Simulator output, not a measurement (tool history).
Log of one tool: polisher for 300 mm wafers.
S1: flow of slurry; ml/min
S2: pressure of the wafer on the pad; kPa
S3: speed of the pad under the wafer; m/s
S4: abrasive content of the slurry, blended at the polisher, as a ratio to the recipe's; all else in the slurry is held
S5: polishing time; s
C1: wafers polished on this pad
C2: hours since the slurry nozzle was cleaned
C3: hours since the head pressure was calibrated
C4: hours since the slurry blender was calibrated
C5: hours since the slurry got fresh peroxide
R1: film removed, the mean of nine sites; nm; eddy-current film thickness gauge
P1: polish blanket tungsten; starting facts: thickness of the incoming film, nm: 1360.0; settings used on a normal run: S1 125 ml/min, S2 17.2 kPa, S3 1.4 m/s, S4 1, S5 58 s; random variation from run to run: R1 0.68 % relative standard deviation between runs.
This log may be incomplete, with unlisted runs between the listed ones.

{"run": 1, "day": 0.267, "S1": 125, "S2": 17.2, "S3": 1.4, "S4": 1, "S5": 58, "C1": 640, "C2": 157, "C3": 704, "C4": 62.4, "C5": 52.3, "R1": 236.68}
{"run": 2, "day": 0.675, "S1": 75, "S2": 17.2, "S3": 1.4, "S4": 1, "S5": 58, "C1": 798, "C2": 166.8, "C3": 713.8, "C4": 72.2, "C5": 62.1, "R1": 205.95}
{"run": 3, "day": 1.146, "S1": 125, "S2": 17.2, "S3": 1.4, "S4": 1, "S5": 39, "C1": 980, "C2": 178.1, "C3": 725.1, "C4": 83.5, "C5": 73.4, "R1": 158.63}
{"day": 1.383, "done": "worn pad replaced by a new one"}
{"run": 4, "day": 1.688, "S1": 125, "S2": 17.2, "S3": 1.4, "S4": 1.35, "S5": 33, "C1": 117, "C2": 191.1, "C3": 738.1, "C4": 96.5, "C5": 86.4, "R1": 144.1}
{"run": 5, "day": 2.242, "S1": 125, "S2": 17.2, "S3": 1.4, "S4": 1, "S5": 58, "C1": 331, "C2": 204.4, "C3": 751.4, "C4": 109.8, "C5": 99.7, "R1": 234.82}
{"run": 6, "day": 2.662, "S1": 200, "S2": 17.2, "S3": 1.4, "S4": 1, "S5": 58, "C1": 493, "C2": 214.5, "C3": 761.5, "C4": 119.9, "C5": 109.8, "R1": 257.71}
{"run": 7, "day": 2.942, "S1": 125, "S2": 17.2, "S3": 2.04, "S4": 1, "S5": 58, "C1": 601, "C2": 221.2, "C3": 768.2, "C4": 126.6, "C5": 116.5, "R1": 345.35}
{"run": 8, "day": 3.267, "S1": 125, "S2": 17.2, "S3": 1.4, "S4": 1, "S5": 90, "C1": 726, "C2": 229, "C3": 776, "C4": 134.4, "C5": 124.3, "R1": 370.58}
{"run": 9, "day": 3.617, "S1": 125, "S2": 17.2, "S3": 1.4, "S4": 1.4, "S5": 58, "C1": 861, "C2": 237.4, "C3": 784.4, "C4": 142.8, "C5": 132.7, "R1": 257.91}
{"run": 10, "day": 4.162, "S1": 125, "S2": 17.2, "S3": 1.4, "S4": 1, "S5": 58, "C1": 1072, "C2": 250.5, "C3": 797.5, "C4": 155.9, "C5": 145.8, "R1": 237.6}
{"run": 11, "day": 4.583, "S1": 125, "S2": 8.3, "S3": 1.4, "S4": 1, "S5": 58, "C1": 1234, "C2": 260.6, "C3": 807.6, "C4": 166, "C5": 155.9, "R1": 112.67}
{"run": 12, "day": 4.908, "S1": 125, "S2": 17.2, "S3": 0.64, "S4": 1, "S5": 58, "C1": 1360, "C2": 268.4, "C3": 815.4, "C4": 173.8, "C5": 163.7, "R1": 108.2}
{"run": 13, "day": 5.429, "S1": 125, "S2": 17.2, "S3": 1.4, "S4": 1, "S5": 58, "C1": 1561, "C2": 280.9, "C3": 827.9, "C4": 186.3, "C5": 176.2, "R1": 236.43}
{"run": 14, "day": 5.988, "S1": 125, "S2": 17.2, "S3": 1.4, "S4": 1, "S5": 58, "C1": 1776, "C2": 294.3, "C3": 841.3, "C4": 199.7, "C5": 189.6, "R1": 239.9}
{"run": 15, "day": 6.471, "S1": 125, "S2": 24.8, "S3": 1.4, "S4": 1, "S5": 58, "C1": 1963, "C2": 305.9, "C3": 852.9, "C4": 211.3, "C5": 201.2, "R1": 342.22}
{"run": 16, "day": 6.862, "S1": 125, "S2": 17.2, "S3": 1.4, "S4": 0.55, "S5": 58, "C1": 2114, "C2": 315.3, "C3": 862.3, "C4": 220.7, "C5": 210.6, "R1": 207.6}
{"run": 17, "day": 7.375, "S1": 125, "S2": 17.2, "S3": 1.06, "S4": 1, "S5": 27, "C1": 2311, "C2": 327.6, "C3": 874.6, "C4": 233, "C5": 222.9, "R1": 82.941}
{"run": 18, "day": 7.833, "S1": 125, "S2": 17.2, "S3": 1.84, "S4": 1.35, "S5": 58, "C1": 2488, "C2": 338.6, "C3": 885.6, "C4": 244, "C5": 233.9, "R1": 335.14}
{"run": 19, "day": 8.308, "S1": 125, "S2": 17.2, "S3": 1.4, "S4": 1, "S5": 58, "C1": 2672, "C2": 350, "C3": 897, "C4": 255.4, "C5": 245.3, "R1": 239.11}
{"run": 20, "day": 8.883, "S1": 125, "S2": 17.2, "S3": 1.4, "S4": 1, "S5": 58, "C1": 2893, "C2": 363.8, "C3": 910.8, "C4": 269.2, "C5": 259.1, "R1": 226.41}
{"run": 21, "day": 9.167, "S1": 125, "S2": 17.2, "S3": 1.4, "S4": 1, "S5": 58, "C1": 3003, "C2": 370.6, "C3": 917.6, "C4": 276, "C5": 265.9, "R1": 223.21}
{"run": 22, "day": 9.75, "S1": 125, "S2": 17.2, "S3": 1.4, "S4": 1, "S5": 58, "C1": 3228, "C2": 384.6, "C3": 931.6, "C4": 290, "C5": 279.9, "R1": 219.09}
{"run": 23, "day": 10.108, "S1": 125, "S2": 17.2, "S3": 1.4, "S4": 1, "S5": 58, "C1": 3366, "C2": 393.2, "C3": 940.2, "C4": 298.6, "C5": 288.5, "R1": 217.13}
{"day": 10.146, "done": "worn pad replaced by a new one"}
{"run": 24, "day": 10.621, "S1": 125, "S2": 17.2, "S3": 1.4, "S4": 1, "S5": 58, "C1": 184, "C2": 405.5, "C3": 952.5, "C4": 310.9, "C5": 300.8, "R1": 214.8}
{"day": 10.625, "done": "head pressure recalibrated"}
{"day": 10.729, "done": "slurry blender recalibrated"}
{"run": 25, "day": 11.15, "S1": 125, "S2": 17.2, "S3": 1.4, "S4": 1, "S5": 58, "C1": 388, "C2": 418.2, "C3": 12.7, "C4": 10.2, "C5": 313.5, "R1": 213.64}
{"run": 26, "day": 11.65, "S1": 125, "S2": 17.2, "S3": 1.4, "S4": 1, "S5": 58, "C1": 581, "C2": 430.2, "C3": 24.7, "C4": 22.2, "C5": 325.5, "R1": 213.99}

P1 has crept away from where it was. The log is fitted equally well by each of these 2 causes, at the sizes shown:
A: peroxide lost from the slurry, % = 22.9
B: slurry flow missing at the pad, % = 33.9
The creep began at about day 8.308.
Excluded causes, each with its reason:
removal rate lost through wear of the pad, %: serviced at day 10.146, after the change had begun; the process did not return to its earlier output
head's pressure below its setpoint, %: serviced at day 10.625, after the change had begun; the process did not return to its earlier output
abrasive missing from the slurry, %: serviced at day 10.729, after the change had begun; the process did not return to its earlier output

You are offered 4 check runs, listed below with question marks in place of their results; each one averages 3 wafers. Which run separates the listed causes by giving clearly different results for each?
{"run": "check 1", "day": 12.15, "S1": 125, "S2": 24.1, "S3": 1.4, "S4": 1.3, "S5": 58, "R1": "?"}
{"run": "check 2", "day": 12.15, "S1": 125, "S2": 8.3, "S3": 0.64, "S4": 1, "S5": 58, "R1": "?"}
{"run": "check 3", "day": 12.15, "S1": 90, "S2": 17.2, "S3": 1.4, "S4": 1, "S5": 58, "R1": "?"}
{"run": "check 4", "day": 12.15, "S1": 125, "S2": 24.8, "S3": 0.94, "S4": 1, "S5": 58, "R1": "?"}

Predicted outcomes, by check and by cause:
check=check_1 result=R1 if_A=319.35 if_B=319.28
check=check_2 result=R1 if_A=47.006 if_B=46.995
check=check_3 result=R1 if_A=198.15 if_B=191.61
check=check_4 result=R1 if_A=207.12 if_B=207.07
Per check, the gap between the least separated pair of causes, taken in the result that splits them most: check 1 0.02 %; check 2 0.02 %; check 3 3.35 %; check 4 0.02 %
The causes can be told apart only by check 3. The other checks would give nearly the same results under each of them.

The results of check 3 are: R1 199.37 nm. Based on these, which of the listed causes is it?

A is the cause: peroxide lost from the slurry, %.
